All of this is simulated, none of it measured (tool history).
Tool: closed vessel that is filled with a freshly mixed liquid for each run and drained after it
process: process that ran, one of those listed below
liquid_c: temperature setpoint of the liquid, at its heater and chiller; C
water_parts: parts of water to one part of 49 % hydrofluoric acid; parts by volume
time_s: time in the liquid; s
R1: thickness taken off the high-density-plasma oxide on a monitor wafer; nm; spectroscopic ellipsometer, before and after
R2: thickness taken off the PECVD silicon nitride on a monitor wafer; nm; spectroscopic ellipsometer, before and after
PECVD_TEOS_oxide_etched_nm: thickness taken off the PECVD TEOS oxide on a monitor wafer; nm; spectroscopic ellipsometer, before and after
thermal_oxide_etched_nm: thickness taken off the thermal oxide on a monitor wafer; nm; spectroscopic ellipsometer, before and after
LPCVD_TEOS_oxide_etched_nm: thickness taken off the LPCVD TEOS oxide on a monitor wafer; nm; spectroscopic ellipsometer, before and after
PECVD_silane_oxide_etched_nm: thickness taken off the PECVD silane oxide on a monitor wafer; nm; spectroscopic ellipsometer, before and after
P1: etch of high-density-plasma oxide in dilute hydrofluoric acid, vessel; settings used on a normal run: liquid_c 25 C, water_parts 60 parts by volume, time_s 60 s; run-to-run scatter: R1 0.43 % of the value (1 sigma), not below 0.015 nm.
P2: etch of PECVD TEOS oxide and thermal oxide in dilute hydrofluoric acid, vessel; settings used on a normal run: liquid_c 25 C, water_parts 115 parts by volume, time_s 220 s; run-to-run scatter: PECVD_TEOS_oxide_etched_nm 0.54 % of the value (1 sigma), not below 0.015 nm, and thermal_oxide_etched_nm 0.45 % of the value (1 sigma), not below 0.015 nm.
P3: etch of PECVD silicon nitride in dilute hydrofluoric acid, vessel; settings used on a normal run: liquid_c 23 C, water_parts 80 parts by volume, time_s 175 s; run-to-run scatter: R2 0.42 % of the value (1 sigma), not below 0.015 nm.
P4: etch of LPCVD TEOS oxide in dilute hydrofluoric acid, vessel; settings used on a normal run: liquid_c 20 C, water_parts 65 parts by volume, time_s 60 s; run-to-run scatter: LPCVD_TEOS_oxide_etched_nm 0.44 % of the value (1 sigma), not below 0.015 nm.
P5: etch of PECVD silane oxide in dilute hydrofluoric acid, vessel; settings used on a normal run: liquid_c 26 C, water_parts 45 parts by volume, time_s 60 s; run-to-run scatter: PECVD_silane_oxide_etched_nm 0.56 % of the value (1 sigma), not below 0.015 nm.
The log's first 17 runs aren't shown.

run 18 hour=54.3 | process=P3 liquid_c=23 water_parts=80 time_s=175 | R2=11.686
run 19 hour=56.7 | process=P1 liquid_c=25 water_parts=95 time_s=60 | R1=3.3176
-- hour=57.4 hydrofluoric acid flow meter replaced
run 20 hour=60.6 | process=P4 liquid_c=20 water_parts=65 time_s=115 | LPCVD_TEOS_oxide_etched_nm=56.169
run 21 hour=63.5 | process=P2 liquid_c=29 water_parts=115 time_s=220 | PECVD_TEOS_oxide_etched_nm=26.526 thermal_oxide_etched_nm=10.364
run 22 hour=66.2 | process=P1 liquid_c=29 water_parts=25 time_s=60 | R1=16.347
run 23 hour=68.9 | process=P2 liquid_c=25 water_parts=115 time_s=220 | PECVD_TEOS_oxide_etched_nm=22.698 thermal_oxide_etched_nm=8.9981
run 24 hour=71 | process=P5 liquid_c=26 water_parts=45 time_s=35 | PECVD_silane_oxide_etched_nm=22.614
run 25 hour=72.9 | process=P1 liquid_c=25 water_parts=60 time_s=60 | R1=5.5139
run 26 hour=76.6 | process=P3 liquid_c=23 water_parts=125 time_s=175 | R2=7.6183
run 27 hour=79.5 | process=P1 liquid_c=25 water_parts=60 time_s=105 | R1=9.6828
run 28 hour=81.6 | process=P4 liquid_c=20 water_parts=65 time_s=60 | LPCVD_TEOS_oxide_etched_nm=29.158

Run 29 comes next. What will it give?
run 29 hour=85.2 | process=P1 liquid_c=19.5 water_parts=40 time_s=60 | R1=?

Run 29 came out at R1 6.7088 nm.

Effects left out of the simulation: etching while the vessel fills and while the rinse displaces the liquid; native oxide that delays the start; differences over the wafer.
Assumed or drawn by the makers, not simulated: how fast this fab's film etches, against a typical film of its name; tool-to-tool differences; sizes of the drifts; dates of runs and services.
